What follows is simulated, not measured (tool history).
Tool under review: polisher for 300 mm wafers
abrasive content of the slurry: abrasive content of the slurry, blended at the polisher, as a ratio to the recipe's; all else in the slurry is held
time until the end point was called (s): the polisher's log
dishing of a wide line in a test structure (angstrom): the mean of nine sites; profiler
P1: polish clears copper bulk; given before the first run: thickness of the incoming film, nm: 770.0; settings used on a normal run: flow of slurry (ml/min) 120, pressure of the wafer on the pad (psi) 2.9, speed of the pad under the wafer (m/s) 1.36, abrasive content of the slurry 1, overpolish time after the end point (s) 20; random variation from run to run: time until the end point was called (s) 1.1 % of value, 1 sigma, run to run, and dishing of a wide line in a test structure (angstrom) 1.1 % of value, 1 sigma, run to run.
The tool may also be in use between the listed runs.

run,day,flow of slurry (ml/min),pressure of the wafer on the pad (psi),speed of the pad under the wafer (m/s),abrasive content of the slurry,overpolish time after the end point (s),time until the end point was called (s),dishing of a wide line in a test structure (angstrom)
1,0.404,120,2.9,1.36,1,20,69.498,1013.4
2,0.767,90,2.9,1.84,1,20,54.76,1128.3
3,1.046,120,2.9,1.36,1.4,20,64.951,1054
4,1.346,120,3.9,1.36,1,20,51.453,1278
5,1.642,120,2.9,1.36,1,6,70.283,429.3
6,1.979,120,2.9,1.36,1,20,69.002,1019.9
7,2.192,120,2.9,0.66,1,20,143.8,638.23
8,2.546,120,2.9,1.36,1,20,71.728,1022.7
9,2.921,70,2.9,1.36,1,20,81.482,927.94
10,3.246,120,2.9,1.36,0.55,20,79.389,960.68
11,3.508,120,2.9,1.36,1,20,70.473,1024.1
12,3.938,120,2.9,1.36,1,38,70.038,1368.5
13,4.217,120,2.9,1.36,1,20,69.837,1035.8
14,4.608,120,2.9,2.02,1,20,47.952,1225.6
15,5.046,150,2.9,1.36,1,20,67.499,1025.8
16,5.346,120,2.9,1.36,1,20,71.333,1000.5
17,5.708,120,1.4,1.36,1,20,143.32,564.11
18,6.012,120,2.9,1.36,1,20,70.878,1017.4
19,6.217,120,2.9,1.36,1,20,72.22,1031
20,6.471,120,2.9,1.36,1,20,74.847,986.25
21,6.85,120,2.9,1.36,1,20,75.747,966.35
# day 7.025: slurry blender recalibrated
# day 7.192: head pressure recalibrated
22,7.317,120,2.9,1.36,1,20,77.68,984.24
23,7.6,120,2.9,1.36,1,20,78.719,964.49
24,7.829,120,2.9,1.36,1,20,77.544,971.52
25,8.108,120,2.9,1.36,1,20,78.539,962.41
26,8.483,120,2.9,1.36,1,20,77.112,953.88

What P1 gives has crept off from where it sat before. The 2 causes that follow fit the log equally well, each at the size noted:
A: removal rate lost through wear of the pad, % = 10.3
B: slurry flow missing at the pad, % = 34.4
The drift started at roughly day 6.012.
Excluded causes, each with its reason:
head's pressure below its setpoint, %: its service at day 7.192 followed the start of the drift and did not put the process back to its old value
abrasive missing from the slurry, %: its service at day 7.025 followed the start of the drift and did not put the process back to its old value

The 4 check runs listed below each average the results of 3 wafers, and their outcomes are marked with question marks. Under which run would the listed causes produce clearly different results?
check 1,8.858,120,1.9,1.36,1,7,?,?
check 2,8.858,120,2.9,1.7,1,6,?,?
check 3,8.858,120,2.9,2,1,6,?,?
check 4,8.858,75,2.9,1.36,1,20,?,?

What each check would give under each cause:
check,result,if A,if B
check 1,time until the end point was called (s),119.38,119.38
check 1,dishing of a wide line in a test structure (angstrom),302.21,302.22
check 2,time until the end point was called (s),62.571,62.57
check 2,dishing of a wide line in a test structure (angstrom),473.27,473.28
check 3,time until the end point was called (s),53.186,53.184
check 3,dishing of a wide line in a test structure (angstrom),540.21,540.22
check 4,time until the end point was called (s),88.53,93.33
check 4,dishing of a wide line in a test structure (angstrom),891.75,862.23
Smallest distance between any two causes, each pair judged by its most separating result, in per cent: check 1 0 %; check 2 0 %; check 3 0 %; check 4 5.28 %
Only in check 4 would the causes give clearly different results; in the remaining checks their results would be nearly the same.

The results of check 4 are: time until the end point was called (s) 89.066; dishing of a wide line in a test structure (angstrom) 887.41. Based on these, which of the listed causes is it?

Of the candidate causes, it is A: removal rate lost through wear of the pad, %.
